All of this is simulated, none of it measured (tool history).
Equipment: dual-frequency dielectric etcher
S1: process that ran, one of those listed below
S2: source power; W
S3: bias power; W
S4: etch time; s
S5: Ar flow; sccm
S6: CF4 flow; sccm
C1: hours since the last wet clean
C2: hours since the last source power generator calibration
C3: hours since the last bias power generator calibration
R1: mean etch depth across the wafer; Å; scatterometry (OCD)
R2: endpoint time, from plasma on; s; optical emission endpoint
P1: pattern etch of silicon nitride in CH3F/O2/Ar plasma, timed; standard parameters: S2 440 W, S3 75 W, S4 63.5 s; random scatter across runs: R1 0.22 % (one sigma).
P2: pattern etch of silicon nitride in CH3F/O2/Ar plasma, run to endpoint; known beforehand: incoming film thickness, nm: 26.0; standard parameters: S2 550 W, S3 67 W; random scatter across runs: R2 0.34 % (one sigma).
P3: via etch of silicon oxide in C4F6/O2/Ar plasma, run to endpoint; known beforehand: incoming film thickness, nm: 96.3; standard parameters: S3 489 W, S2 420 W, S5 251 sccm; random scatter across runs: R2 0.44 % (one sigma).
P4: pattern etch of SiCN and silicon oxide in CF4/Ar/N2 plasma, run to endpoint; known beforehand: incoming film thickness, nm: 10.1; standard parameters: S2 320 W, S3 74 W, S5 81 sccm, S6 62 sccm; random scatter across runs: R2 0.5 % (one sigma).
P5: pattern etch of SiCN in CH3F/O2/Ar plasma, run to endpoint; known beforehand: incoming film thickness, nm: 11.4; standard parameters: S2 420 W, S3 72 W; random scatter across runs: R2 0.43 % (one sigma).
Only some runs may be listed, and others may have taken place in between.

run     day  S1   S2   S3    S4   S5  S6     C1      C2      C3      R1      R2
  1   0.283  P1  440   75  63.5           482.7  1979.6  2571.8  478.92
  2   0.658  P4  320   74         81  76  491.7  1988.6  2580.8          15.312
  3    0.85  P5  420   51                 496.3  1993.2  2585.4           33.87
  4   1.188  P1  440   75  63.5           504.4  2001.3  2593.5  479.27
  5   1.442  P3  420  489        251      510.5  2007.4  2599.6          20.536
  6    1.85  P4  320   74         81  62  520.3  2017.2  2609.4          15.637
  7     2.1  P1  540   75  63.5           526.3  2023.2  2615.4  518.55
  8   2.504  P1  440   75    88             536  2032.9  2625.1  663.03
  9   2.838  P2  360   67                   544  2040.9  2633.1          39.986
 10   3.025  P1  440   75  63.5           548.5  2045.4  2637.6  478.02
 11   3.329  P4  320   74         60  62  555.8  2052.7  2644.9          15.181
 12   3.679  P1  440   75  63.5           564.2  2061.1  2653.3  479.91
 13   3.896  P1  260   75  63.5           569.4  2066.3  2658.5  393.63
 14   4.108  P1  570   58  63.5           574.5  2071.4  2663.6  487.01
 15   4.438  P5  420   72                 582.4  2079.3  2671.5           30.14
 16   4.825  P1  440   99  63.5           591.7  2088.6  2680.8  528.47
 17   5.129  P1  440   75  63.5             599  2095.9  2688.1  478.36
 18   5.362  P1  520   75  49.5           604.6  2101.5  2693.7  396.95
 19   5.704  P1  440   75  39.5           612.8  2109.7  2701.9  298.54
 20   6.092  P2  550   39                 622.1    2119  2711.2          40.288
 21     6.5  P4  320   74         81  62  631.9  2128.8    2721           15.69
 22   6.892  P1  440   75  63.5           641.3  2138.2  2730.4  477.02
 23   7.188  P3  420  642        251      648.4  2145.3  2737.5          18.489
 24   7.367  P4  320   98         81  62  652.7  2149.6  2741.8          14.059
 25   7.621  P2  550   67                 658.8  2155.7  2747.9          34.141
 26     7.8  P1  440   52  63.5           663.1    2160  2752.2  424.25
 27   8.104  P4  430   74         81  62  670.4  2167.3  2759.5           12.06
 28   8.429  P5  510   72                 678.2  2175.1  2767.3          27.836
 29   8.617  P3  520  489        251      682.7  2179.6  2771.8          18.924
 30   9.025  P3  420  489        149      692.5  2189.4  2781.6          19.331
 31   9.221  P1  440   75  63.5           697.2  2194.1  2786.3  479.02
 32   9.488  P1  440   75  63.5           703.6  2200.5  2792.7  475.46
 33    9.75  P1  440   75  63.5           709.9  2206.8    2799  473.86
 34   9.971  P1  440   75  63.5           715.2  2212.1  2804.3  473.72
 35   10.25  P1  440   75  63.5           721.9  2218.8    2811  472.64
 36  10.579  P1  440   75  63.5           729.8  2226.7  2818.9  471.78
 37  10.875  P1  440   75  63.5           736.9  2233.8    2826  472.09
 38  11.138  P1  440   75  63.5           743.2  2240.1  2832.3  469.37
     11.283  -- wet clean of the chamber
 39    11.5  P1  440   75  63.5             5.2  2248.8    2841  468.84
 40   11.85  P1  440   75  63.5            13.6  2257.2  2849.4  472.01
 41  12.133  P1  440   75  63.5            20.4    2264  2856.2  471.03

The output of P1 has drifted from where it used to be. Each of the 2 causes below, taken at the size shown beside it, accounts for the log equally well:
A: bias power that arrives under what is set, % = 4.59
B: source power that arrives under what is set, % = 4.14
Creep in the process output first set in at about day 9.221.
Excluded causes, each with its reason:
chamber walls in a state that lowers the etch rate, %: maintenance at day 11.283, after the shift began, did not return the process to its former output

The 4 check runs listed below each average the results of 5 wafers, and their outcomes are marked with question marks. Under which run would the listed causes produce clearly different results?
check 1  12.417  P3  510  489      173                       ?
check 2  12.417  P4  320   97       81  62                   ?
check 3  12.417  P2  360   46                                ?
check 4  12.417  P5  420   57                                ?

Outcome of each check run for each possible cause:
  check  result    if A    if B
check 1      R2  18.584  18.555
check 2      R2  14.498  14.791
check 3      R2  45.956  46.052
check 4      R2  33.011   33.03
Gap, in per cent, between the two causes that each check separates least, read from the result that separates them most: check 1 0.16 %; check 2 2.01 %; check 3 0.21 %; check 4 0.06 %
Of the check runs offered, only check 2 discriminates between the causes; the rest would read about the same regardless of which cause applies.

Here is what check 2 returned: R2 14.824 s. Which cause is it?

It is B: source power that arrives under what is set, %.
